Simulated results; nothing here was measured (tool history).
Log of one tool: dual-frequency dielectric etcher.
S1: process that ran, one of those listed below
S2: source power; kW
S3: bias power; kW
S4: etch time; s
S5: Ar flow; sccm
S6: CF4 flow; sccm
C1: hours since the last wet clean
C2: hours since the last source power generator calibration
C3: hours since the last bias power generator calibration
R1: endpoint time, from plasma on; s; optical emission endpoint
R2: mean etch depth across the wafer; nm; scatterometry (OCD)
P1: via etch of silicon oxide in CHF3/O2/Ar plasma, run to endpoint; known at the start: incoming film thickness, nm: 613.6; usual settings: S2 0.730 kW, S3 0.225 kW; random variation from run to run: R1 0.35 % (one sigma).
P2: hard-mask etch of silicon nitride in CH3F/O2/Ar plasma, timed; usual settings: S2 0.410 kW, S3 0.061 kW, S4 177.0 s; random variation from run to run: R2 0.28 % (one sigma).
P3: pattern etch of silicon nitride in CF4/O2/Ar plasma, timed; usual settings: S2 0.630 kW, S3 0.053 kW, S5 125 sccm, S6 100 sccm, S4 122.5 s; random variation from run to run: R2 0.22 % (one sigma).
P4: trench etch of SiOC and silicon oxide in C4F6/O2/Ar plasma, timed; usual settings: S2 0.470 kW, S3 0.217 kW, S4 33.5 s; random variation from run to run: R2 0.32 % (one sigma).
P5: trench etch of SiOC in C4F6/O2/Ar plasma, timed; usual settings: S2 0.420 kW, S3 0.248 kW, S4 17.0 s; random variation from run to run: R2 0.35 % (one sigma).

Run 1, hour 5.8: S1 P1, S2 0.730 kW, S3 0.225 kW; C1 310.0; C2 2360.8; C3 1832.7. Result: R1 282.74 s.
Run 2, hour 14.5: S1 P5, S2 0.420 kW, S3 0.165 kW, S4 17.0 s; C1 318.7; C2 2369.5; C3 1841.4. Result: R2 34.407 nm.
Run 3, hour 18.8: S1 P4, S2 0.470 kW, S3 0.142 kW, S4 33.5 s; C1 323.0; C2 2373.8; C3 1845.7. Result: R2 65.742 nm.
Run 4, hour 24.2: S1 P3, S2 0.630 kW, S3 0.053 kW, S4 122.5 s, S5 159 sccm, S6 100 sccm; C1 328.4; C2 2379.2; C3 1851.1. Result: R2 273.570 nm.
Run 5, hour 29.9: S1 P5, S2 0.420 kW, S3 0.248 kW, S4 17.0 s; C1 334.1; C2 2384.9; C3 1856.8. Result: R2 39.118 nm.
Run 6, hour 34.4: S1 P3, S2 0.630 kW, S3 0.036 kW, S4 122.5 s, S5 125 sccm, S6 100 sccm; C1 338.6; C2 2389.4; C3 1861.3. Result: R2 246.140 nm.
Run 7, hour 43.0: S1 P1, S2 0.730 kW, S3 0.225 kW; C1 347.2; C2 2398.0; C3 1869.9. Result: R1 280.17 s.
Run 8, hour 47.6: S1 P1, S2 0.730 kW, S3 0.225 kW; C1 351.8; C2 2402.6; C3 1874.5. Result: R1 280.92 s.
Run 9, hour 56.9: S1 P2, S2 0.410 kW, S3 0.061 kW, S4 177.0 s; C1 361.1; C2 2411.9; C3 1883.8. Result: R2 116.310 nm.
Run 10, hour 61.2: S1 P4, S2 0.320 kW, S3 0.217 kW, S4 33.5 s; C1 365.4; C2 2416.2; C3 1888.1. Result: R2 64.820 nm.
Run 11, hour 66.2: S1 P3, S2 0.630 kW, S3 0.053 kW, S4 122.5 s, S5 125 sccm, S6 100 sccm; C1 370.4; C2 2421.2; C3 1893.1. Result: R2 283.610 nm.
Run 12, hour 74.7: S1 P2, S2 0.320 kW, S3 0.061 kW, S4 177.0 s; C1 378.9; C2 2429.7; C3 1901.6. Result: R2 105.300 nm.
Run 13, hour 83.3: S1 P1, S2 0.950 kW, S3 0.225 kW; C1 387.5; C2 2438.3; C3 1910.2. Result: R1 254.90 s.
Run 14, hour 91.9: S1 P1, S2 0.730 kW, S3 0.313 kW; C1 396.1; C2 2446.9; C3 1918.8. Result: R1 250.33 s.
Run 15, hour 97.8: S1 P3, S2 0.630 kW, S3 0.053 kW, S4 92.0 s, S5 125 sccm, S6 100 sccm; C1 402.0; C2 2452.8; C3 1924.7. Result: R2 213.670 nm.
Run 16, hour 106.3: S1 P1, S2 0.970 kW, S3 0.138 kW; C1 410.5; C2 2461.3; C3 1933.2. Result: R1 296.81 s.
Run 17, hour 112.5: S1 P3, S2 0.850 kW, S3 0.053 kW, S4 122.5 s, S5 125 sccm, S6 100 sccm; C1 416.7; C2 2467.5; C3 1939.4. Result: R2 367.900 nm.
Run 18, hour 121.7: S1 P5, S2 0.420 kW, S3 0.248 kW, S4 17.0 s; C1 425.9; C2 2476.7; C3 1948.6. Result: R2 39.407 nm.
Run 19, hour 126.3: S1 P1, S2 0.730 kW, S3 0.171 kW; C1 430.5; C2 2481.3; C3 1953.2. Result: R1 307.60 s.
Run 20, hour 135.4: S1 P1, S2 0.730 kW, S3 0.225 kW; C1 439.6; C2 2490.4; C3 1962.3. Result: R1 281.70 s.
Run 21, hour 142.0: S1 P3, S2 0.630 kW, S3 0.053 kW, S4 122.5 s, S5 125 sccm, S6 70 sccm; C1 446.2; C2 2497.0; C3 1968.9. Result: R2 269.660 nm.
Run 22, hour 150.6: S1 P5, S2 0.340 kW, S3 0.248 kW, S4 17.0 s; C1 454.8; C2 2505.6; C3 1977.5. Result: R2 36.401 nm.
Run 23, hour 159.3: S1 P1, S2 0.730 kW, S3 0.225 kW; C1 463.5; C2 2514.3; C3 1986.2. Result: R1 282.69 s.
Run 24, hour 166.1: S1 P1, S2 0.470 kW, S3 0.286 kW; C1 470.3; C2 2521.1; C3 1993.0. Result: R1 305.50 s.
Run 25, hour 173.2: S1 P4, S2 0.470 kW, S3 0.217 kW, S4 49.5 s; C1 477.4; C2 2528.2; C3 2000.1. Result: R2 110.380 nm.
Run 26, hour 182.2: S1 P2, S2 0.410 kW, S3 0.038 kW, S4 177.0 s; C1 486.4; C2 2537.2; C3 2009.1. Result: R2 100.510 nm.
Run 27, hour 186.4: S1 P2, S2 0.410 kW, S3 0.061 kW, S4 118.5 s; C1 490.6; C2 2541.4; C3 2013.3. Result: R2 77.951 nm.
Run 28, hour 191.1: S1 P1, S2 0.570 kW, S3 0.225 kW; C1 495.3; C2 2546.1; C3 2018.0. Result: R1 309.10 s.
Run 29, hour 195.9: S1 P3, S2 0.630 kW, S3 0.053 kW, S4 122.5 s, S5 125 sccm, S6 100 sccm; C1 500.1; C2 2550.9; C3 2022.8. Result: R2 282.540 nm.
Run 30, hour 204.8: S1 P4, S2 0.470 kW, S3 0.217 kW, S4 33.5 s; C1 509.0; C2 2559.8; C3 2031.7. Result: R2 74.643 nm.
Run 31, hour 211.8: S1 P5, S2 0.420 kW, S3 0.248 kW, S4 23.5 s; C1 516.0; C2 2566.8; C3 2038.7. Result: R2 54.385 nm.
Run 32, hour 217.9: S1 P1, S2 0.730 kW, S3 0.225 kW; C1 522.1; C2 2572.9; C3 2044.8. Result: R1 282.82 s.
Run 33, hour 225.4: S1 P1, S2 0.730 kW, S3 0.225 kW; C1 529.6; C2 2580.4; C3 2052.3. Result: R1 284.60 s.
Run 34, hour 231.1: S1 P1, S2 0.730 kW, S3 0.225 kW; C1 535.3; C2 2586.1; C3 2058.0. Result: R1 286.09 s.
Run 35, hour 238.0: S1 P1, S2 0.730 kW, S3 0.225 kW; C1 542.2; C2 2593.0; C3 2064.9. Result: R1 286.42 s.
At hour 241.6: wet clean of the chamber.
Run 36, hour 246.7: S1 P1, S2 0.730 kW, S3 0.225 kW; C1 5.2; C2 2601.7; C3 2073.6. Result: R1 285.97 s.
Run 37, hour 254.2: S1 P1, S2 0.730 kW, S3 0.225 kW; C1 12.7; C2 2609.2; C3 2081.1. Result: R1 288.12 s.
Run 38, hour 259.2: S1 P1, S2 0.730 kW, S3 0.225 kW; C1 17.7; C2 2614.2; C3 2086.1. Result: R1 287.12 s.

What P1 gives has crept away from where it was. These 2 causes fit the log equally well, each at the size given:
A: source power that arrives under what is set, % = 4.51
B: bias power that arrives under what is set, % = 4.94
The creep began at about hour 217.9.
Why every other cause is out:
chamber walls in a state that lowers the etch rate, %: serviced at hour 241.6, which brought nothing back

4 check runs are offered, one wafer each, their results left as question marks. Which one tells the causes apart?
Run check 1, hour 264.2: S1 P2, S2 0.410 kW, S3 0.061 kW, S4 177.0 s. Result: R2 ?.
Run check 2, hour 264.2: S1 P4, S2 0.470 kW, S3 0.217 kW, S4 33.5 s. Result: R2 ?.
Run check 3, hour 264.2: S1 P3, S2 0.630 kW, S3 0.053 kW, S4 122.5 s, S5 125 sccm, S6 100 sccm. Result: R2 ?.
Run check 4, hour 264.2: S1 P5, S2 0.420 kW, S3 0.248 kW, S4 17.0 s. Result: R2 ?.

What each check would give under each cause:
  check  result     if A     if B
check 1      R2  114.060  114.190
check 2      R2   73.599   73.704
check 3      R2  272.350  278.060
check 4      R2   38.615   38.641
How far apart the two closest causes lie, in the result that separates them most: check 1 0.11 %; check 2 0.14 %; check 3 2.07 %; check 4 0.07 %
Check 3 tells the causes apart: in the others they would give nearly the same result.

Check 3 was then run and gave: R2 272.860 nm. Which cause is it?

It is A: source power that arrives under what is set, %.

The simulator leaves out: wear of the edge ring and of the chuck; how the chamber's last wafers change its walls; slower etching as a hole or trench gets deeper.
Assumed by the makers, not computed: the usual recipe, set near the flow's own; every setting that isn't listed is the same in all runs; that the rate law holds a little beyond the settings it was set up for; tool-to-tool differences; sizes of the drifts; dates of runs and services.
